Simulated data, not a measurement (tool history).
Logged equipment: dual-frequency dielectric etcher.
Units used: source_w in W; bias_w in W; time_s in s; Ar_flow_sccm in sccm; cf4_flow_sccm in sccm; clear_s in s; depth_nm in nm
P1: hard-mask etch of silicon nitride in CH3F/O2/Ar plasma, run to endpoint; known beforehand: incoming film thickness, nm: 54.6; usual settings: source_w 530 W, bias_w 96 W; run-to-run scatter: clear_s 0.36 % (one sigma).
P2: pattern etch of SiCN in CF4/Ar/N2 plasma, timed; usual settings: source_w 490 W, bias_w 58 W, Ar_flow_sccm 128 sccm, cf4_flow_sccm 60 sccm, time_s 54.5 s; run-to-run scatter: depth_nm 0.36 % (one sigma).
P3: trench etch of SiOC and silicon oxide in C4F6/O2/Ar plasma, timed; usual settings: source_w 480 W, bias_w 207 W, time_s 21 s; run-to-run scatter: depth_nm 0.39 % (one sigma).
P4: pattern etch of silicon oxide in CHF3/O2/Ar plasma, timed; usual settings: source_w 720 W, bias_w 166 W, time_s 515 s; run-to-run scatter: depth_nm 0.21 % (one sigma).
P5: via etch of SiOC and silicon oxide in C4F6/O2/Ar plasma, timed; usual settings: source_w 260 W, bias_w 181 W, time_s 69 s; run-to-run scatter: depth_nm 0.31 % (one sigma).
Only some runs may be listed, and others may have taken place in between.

Run 1, hour 8.6: process P1, source_w 530 W, bias_w 96 W. Result: clear_s 63.714 s.
Run 2, hour 18.3: process P5, source_w 260 W, bias_w 181 W, time_s 69 s. Result: depth_nm 66.727 nm.
Run 3, hour 28: process P4, source_w 950 W, bias_w 166 W, time_s 515 s. Result: depth_nm 1186.4 nm.
Run 4, hour 35.6: process P2, source_w 490 W, bias_w 40 W, time_s 54.5 s, Ar_flow_sccm 128 sccm, cf4_flow_sccm 60 sccm. Result: depth_nm 38.623 nm.
Run 5, hour 46.5: process P4, source_w 720 W, bias_w 166 W, time_s 634 s. Result: depth_nm 1305.8 nm.
Run 6, hour 55.8: process P5, source_w 340 W, bias_w 181 W, time_s 69 s. Result: depth_nm 73.654 nm.
Run 7, hour 68.6: process P4, source_w 720 W, bias_w 166 W, time_s 515 s. Result: depth_nm 1061.6 nm.
Run 8, hour 75.6: process P4, source_w 720 W, bias_w 95 W, time_s 515 s. Result: depth_nm 896.86 nm.
Run 9, hour 86.3: process P5, source_w 260 W, bias_w 181 W, time_s 46.5 s. Result: depth_nm 45.175 nm.
Run 10, hour 98.5: process P2, source_w 400 W, bias_w 58 W, time_s 54.5 s, Ar_flow_sccm 128 sccm, cf4_flow_sccm 60 sccm. Result: depth_nm 36.939 nm.
Run 11, hour 108.6: process P3, source_w 480 W, bias_w 147 W, time_s 21 s. Result: depth_nm 42.529 nm.
Run 12, hour 116.8: process P2, source_w 490 W, bias_w 58 W, time_s 54.5 s, Ar_flow_sccm 128 sccm, cf4_flow_sccm 76 sccm. Result: depth_nm 45.268 nm.
Run 13, hour 130.8: process P1, source_w 530 W, bias_w 70 W. Result: clear_s 71.342 s.
Run 14, hour 143.7: process P3, source_w 480 W, bias_w 207 W, time_s 21 s. Result: depth_nm 47.177 nm.
Run 15, hour 155.7: process P2, source_w 490 W, bias_w 58 W, time_s 54.5 s, Ar_flow_sccm 128 sccm, cf4_flow_sccm 60 sccm. Result: depth_nm 43.776 nm.
Run 16, hour 170.5: process P1, source_w 400 W, bias_w 96 W. Result: clear_s 71.153 s.
At hour 176.5: source power generator calibrated.
Run 17, hour 185.3: process P1, source_w 530 W, bias_w 96 W. Result: clear_s 64.225 s.
Run 18, hour 197: process P1, source_w 530 W, bias_w 96 W. Result: clear_s 64.019 s.
Run 19, hour 204.6: process P2, source_w 490 W, bias_w 58 W, time_s 73.5 s, Ar_flow_sccm 128 sccm, cf4_flow_sccm 60 sccm. Result: depth_nm 59.277 nm.
Run 20, hour 215.5: process P1, source_w 530 W, bias_w 96 W. Result: clear_s 64.076 s.
Run 21, hour 225.4: process P1, source_w 530 W, bias_w 96 W. Result: clear_s 64.415 s.
Run 22, hour 239.7: process P5, source_w 260 W, bias_w 123 W, time_s 69 s. Result: depth_nm 58.792 nm.
Run 23, hour 249.5: process P4, source_w 720 W, bias_w 166 W, time_s 515 s. Result: depth_nm 1061.7 nm.
Run 24, hour 265: process P1, source_w 630 W, bias_w 96 W. Result: clear_s 60.074 s.
Run 25, hour 277.4: process P3, source_w 670 W, bias_w 207 W, time_s 21 s. Result: depth_nm 53.921 nm.
Run 26, hour 290.4: process P2, source_w 490 W, bias_w 58 W, time_s 54.5 s, Ar_flow_sccm 153 sccm, cf4_flow_sccm 60 sccm. Result: depth_nm 42.562 nm.
Run 27, hour 300.1: process P3, source_w 480 W, bias_w 207 W, time_s 12.5 s. Result: depth_nm 27.871 nm.
Run 28, hour 307.4: process P2, source_w 490 W, bias_w 58 W, time_s 54.5 s, Ar_flow_sccm 128 sccm, cf4_flow_sccm 60 sccm. Result: depth_nm 43.767 nm.
Run 29, hour 323.1: process P5, source_w 260 W, bias_w 181 W, time_s 69 s. Result: depth_nm 66.604 nm.
Run 30, hour 332.8: process P1, source_w 710 W, bias_w 132 W. Result: clear_s 51.06 s.
Run 31, hour 342.3: process P1, source_w 530 W, bias_w 136 W. Result: clear_s 56.646 s.
Run 32, hour 351.5: process P1, source_w 530 W, bias_w 96 W. Result: clear_s 64.421 s.
Run 33, hour 365.8: process P1, source_w 530 W, bias_w 96 W. Result: clear_s 64.072 s.
Run 34, hour 378.9: process P1, source_w 530 W, bias_w 96 W. Result: clear_s 64.647 s.
Run 35, hour 392.7: process P1, source_w 530 W, bias_w 96 W. Result: clear_s 64.709 s.
At hour 400.9: wet clean of the chamber.
Run 36, hour 402.1: process P1, source_w 530 W, bias_w 96 W. Result: clear_s 65.348 s.
Run 37, hour 413.2: process P1, source_w 530 W, bias_w 96 W. Result: clear_s 65.315 s.
Run 38, hour 422.5: process P1, source_w 530 W, bias_w 96 W. Result: clear_s 65.303 s.
Run 39, hour 434.8: process P1, source_w 530 W, bias_w 96 W. Result: clear_s 65.388 s.
Run 40, hour 444.1: process P1, source_w 530 W, bias_w 96 W. Result: clear_s 65.37 s.
Run 41, hour 456.7: process P1, source_w 530 W, bias_w 96 W. Result: clear_s 64.965 s.

Compared with where it was, what P1 gives has crept away. Each cause listed below fits the log as well as the rest, at the size given for it:
A: bias power that arrives under what is set, % = 4.89
B: source power that arrives under what is set, % = 4.64
The process output started creeping at around hour 365.8.
Each remaining cause and why it is not a fit:
chamber walls in a state that lowers the etch rate, %: maintenance at hour 400.9, after the shift began, did not return the process to its former output

The 4 check runs listed below each average the results of 2 wafers, and their outcomes are marked with question marks. Under which run would the listed causes produce clearly different results?
Run check 1, hour 469.3: process P2, source_w 490 W, bias_w 58 W, time_s 54.5 s, Ar_flow_sccm 128 sccm, cf4_flow_sccm 60 sccm. Result: depth_nm ?.
Run check 2, hour 469.3: process P3, source_w 480 W, bias_w 207 W, time_s 21 s. Result: depth_nm ?.
Run check 3, hour 469.3: process P5, source_w 260 W, bias_w 181 W, time_s 69 s. Result: depth_nm ?.
Run check 4, hour 469.3: process P4, source_w 720 W, bias_w 166 W, time_s 515 s. Result: depth_nm ?.

Predicted outcomes, by check and by cause:
  check    result    if A    if B
check 1  depth_nm  43.041  42.017
check 2  depth_nm  46.105  45.996
check 3  depth_nm  65.614  65.506
check 4  depth_nm  1044.9  1042.8
Minimum pairwise separation of causes per check, each pair taken at its best-separating result: check 1 2.41 %; check 2 0.24 %; check 3 0.17 %; check 4 0.21 %
Check 1 tells the causes apart: in the others they would give nearly the same result.

Running check 1 produced the following: depth_nm 41.903 nm. Which one of the listed causes fits?

B is the cause: source power that arrives under what is set, %.
